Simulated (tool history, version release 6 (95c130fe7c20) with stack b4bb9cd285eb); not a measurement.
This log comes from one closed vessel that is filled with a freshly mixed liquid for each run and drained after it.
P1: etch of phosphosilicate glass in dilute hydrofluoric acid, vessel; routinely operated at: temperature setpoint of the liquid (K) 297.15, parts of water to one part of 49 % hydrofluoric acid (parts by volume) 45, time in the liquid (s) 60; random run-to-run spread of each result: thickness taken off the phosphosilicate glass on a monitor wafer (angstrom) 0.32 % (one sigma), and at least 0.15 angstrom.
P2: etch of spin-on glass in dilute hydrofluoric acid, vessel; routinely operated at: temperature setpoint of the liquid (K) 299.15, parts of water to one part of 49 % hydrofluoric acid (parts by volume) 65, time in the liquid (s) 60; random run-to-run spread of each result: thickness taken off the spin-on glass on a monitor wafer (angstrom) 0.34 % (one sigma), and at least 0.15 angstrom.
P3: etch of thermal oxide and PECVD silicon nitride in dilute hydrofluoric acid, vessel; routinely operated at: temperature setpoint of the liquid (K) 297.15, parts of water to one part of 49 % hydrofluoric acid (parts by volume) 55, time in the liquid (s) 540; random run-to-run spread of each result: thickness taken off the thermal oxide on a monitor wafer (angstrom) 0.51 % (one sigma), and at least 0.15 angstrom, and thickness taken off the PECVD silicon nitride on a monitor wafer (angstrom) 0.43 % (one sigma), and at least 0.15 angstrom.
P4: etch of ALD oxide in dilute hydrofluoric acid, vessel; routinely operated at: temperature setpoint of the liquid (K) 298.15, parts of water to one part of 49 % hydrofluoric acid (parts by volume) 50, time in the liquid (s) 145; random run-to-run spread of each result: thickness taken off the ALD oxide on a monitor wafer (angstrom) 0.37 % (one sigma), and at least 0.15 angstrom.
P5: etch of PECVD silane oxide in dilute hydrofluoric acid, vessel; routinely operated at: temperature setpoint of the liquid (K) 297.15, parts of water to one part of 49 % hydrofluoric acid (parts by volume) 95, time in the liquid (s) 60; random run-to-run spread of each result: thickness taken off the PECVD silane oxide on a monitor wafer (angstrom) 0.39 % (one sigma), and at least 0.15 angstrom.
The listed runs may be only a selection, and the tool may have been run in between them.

run,hour,process that ran,temperature setpoint of the liquid (K),parts of water to one part of 49 % hydrofluoric acid (parts by volume),time in the liquid (s),hours since the thermometer was replaced,hours since the hydrofluoric acid flow meter was replaced,thickness taken off the phosphosilicate glass on a monitor wafer (angstrom),thickness taken off the ALD oxide on a monitor wafer (angstrom),thickness taken off the PECVD silane oxide on a monitor wafer (angstrom),thickness taken off the spin-on glass on a monitor wafer (angstrom),thickness taken off the thermal oxide on a monitor wafer (angstrom),thickness taken off the PECVD silicon nitride on a monitor wafer (angstrom)
1,4.7,P1,297.15,45,60,838.5,614.3,859.46,,,,,
2,10.7,P1,290.65,45,60,844.5,620.3,653.04,,,,,
3,15.4,P4,292.15,50,145,849.2,625.0,,332.74,,,,
4,20.3,P4,298.15,50,145,854.1,629.9,,425.67,,,,
5,26.8,P5,297.15,145,60,860.6,636.4,,,193.45,,,
6,33.9,P1,297.15,45,60,867.7,643.5,862.54,,,,,
7,39.4,P2,299.15,65,90,873.2,649.0,,,,324.89,,
8,43.4,P1,304.15,45,60,877.2,653.0,1144.00,,,,,
# hour 45.0: thermometer replaced
9,48.1,P4,298.15,25,145,3.1,657.7,,883.06,,,,
10,55.3,P3,297.15,55,540,10.3,664.9,,,,,485.82,548.22
11,60.5,P1,297.15,45,60,15.5,670.1,863.33,,,,,
12,66.7,P1,297.15,45,60,21.7,676.3,862.07,,,,,
13,71.1,P1,297.15,45,30,26.1,680.7,431.15,,,,,
14,77.0,P5,297.15,95,100,32.0,686.6,,,523.75,,,
15,82.5,P2,299.15,65,60,37.5,692.1,,,,217.26,,
16,88.9,P3,297.15,55,300,43.9,698.5,,,,,270.40,300.45
17,93.7,P1,297.15,45,100,48.7,703.3,1428.70,,,,,
18,98.9,P2,299.15,20,60,53.9,708.5,,,,750.47,,
19,103.7,P1,297.15,45,60,58.7,713.3,865.70,,,,,
20,109.6,P3,297.15,55,540,64.6,719.2,,,,,482.93,545.45
21,113.7,P1,304.15,25,60,68.7,723.3,2114.50,,,,,
22,119.9,P2,305.65,65,60,74.9,729.5,,,,281.47,,
23,123.3,P1,297.15,65,60,78.3,732.9,583.31,,,,,
24,129.2,P5,297.15,95,60,84.2,738.8,,,312.18,,,
25,134.2,P3,302.65,55,540,89.2,743.8,,,,,608.27,782.41
26,140.0,P3,297.15,90,540,95.0,749.6,,,,,281.10,337.50
27,146.8,P4,298.15,50,35,101.8,756.4,,102.55,,,,
28,150.9,P5,297.15,95,60,105.9,760.5,,,314.34,,,
29,158.1,P5,302.65,95,60,113.1,767.7,,,388.47,,,
30,163.8,P1,297.15,20,60,118.8,773.4,2000.80,,,,,
31,170.7,P1,297.15,45,60,125.7,780.3,866.14,,,,,
32,175.0,P1,297.15,45,60,130.0,784.6,887.69,,,,,
33,179.0,P1,297.15,45,60,134.0,788.6,897.34,,,,,
34,184.0,P1,297.15,45,60,139.0,793.6,909.12,,,,,
35,187.3,P1,297.15,45,60,142.3,796.9,911.64,,,,,
36,191.2,P1,297.15,45,60,146.2,800.8,915.78,,,,,
37,195.3,P1,297.15,45,60,150.3,804.9,919.25,,,,,
38,201.9,P1,297.15,45,60,156.9,811.5,925.44,,,,,
39,206.9,P1,297.15,45,60,161.9,816.5,920.77,,,,,

Something has made what P1 gives creep away from where it was; the 2 causes below, each at its own stated size, fit the log equally well:
A: hydrofluoric acid flow above the setpoint (%) = 6.27
B: liquid hotter than its thermometer reads (K) = 1.57
The drift started at roughly hour 170.7.

Question marks stand in for the results of the 4 check runs listed below, each run on one wafer. Under which run would the listed causes show clearly different results?
check 1,211.9,P5,297.15,95,60,,,,,?,,,
check 2,211.9,P4,298.15,50,145,,,,?,,,,
check 3,211.9,P3,297.15,55,540,,,,,,,?,?
check 4,211.9,P2,299.15,65,60,,,,,,?,,

Expected result of each check under each candidate cause:
check,result,if A,if B
check 1,thickness taken off the PECVD silane oxide on a monitor wafer (angstrom),335.20,333.24
check 2,thickness taken off the ALD oxide on a monitor wafer (angstrom),454.63,454.11
check 3,thickness taken off the thermal oxide on a monitor wafer (angstrom),519.83,519.18
check 3,thickness taken off the PECVD silicon nitride on a monitor wafer (angstrom),579.05,605.90
check 4,thickness taken off the spin-on glass on a monitor wafer (angstrom),231.99,231.13
Separation of the two closest causes in each check, using whichever result separates them best: check 1 0.59 %; check 2 0.11 %; check 3 4.53 %; check 4 0.37 %
The other checks would show nearly matching results whichever cause is true, so check 3 is the only one that separates the causes.

With check 3 done, the readings were: thickness taken off the thermal oxide on a monitor wafer (angstrom) 517.74; thickness taken off the PECVD silicon nitride on a monitor wafer (angstrom) 608.17. Identify which of the listed causes applies.

B is the cause: liquid hotter than its thermometer reads (K).

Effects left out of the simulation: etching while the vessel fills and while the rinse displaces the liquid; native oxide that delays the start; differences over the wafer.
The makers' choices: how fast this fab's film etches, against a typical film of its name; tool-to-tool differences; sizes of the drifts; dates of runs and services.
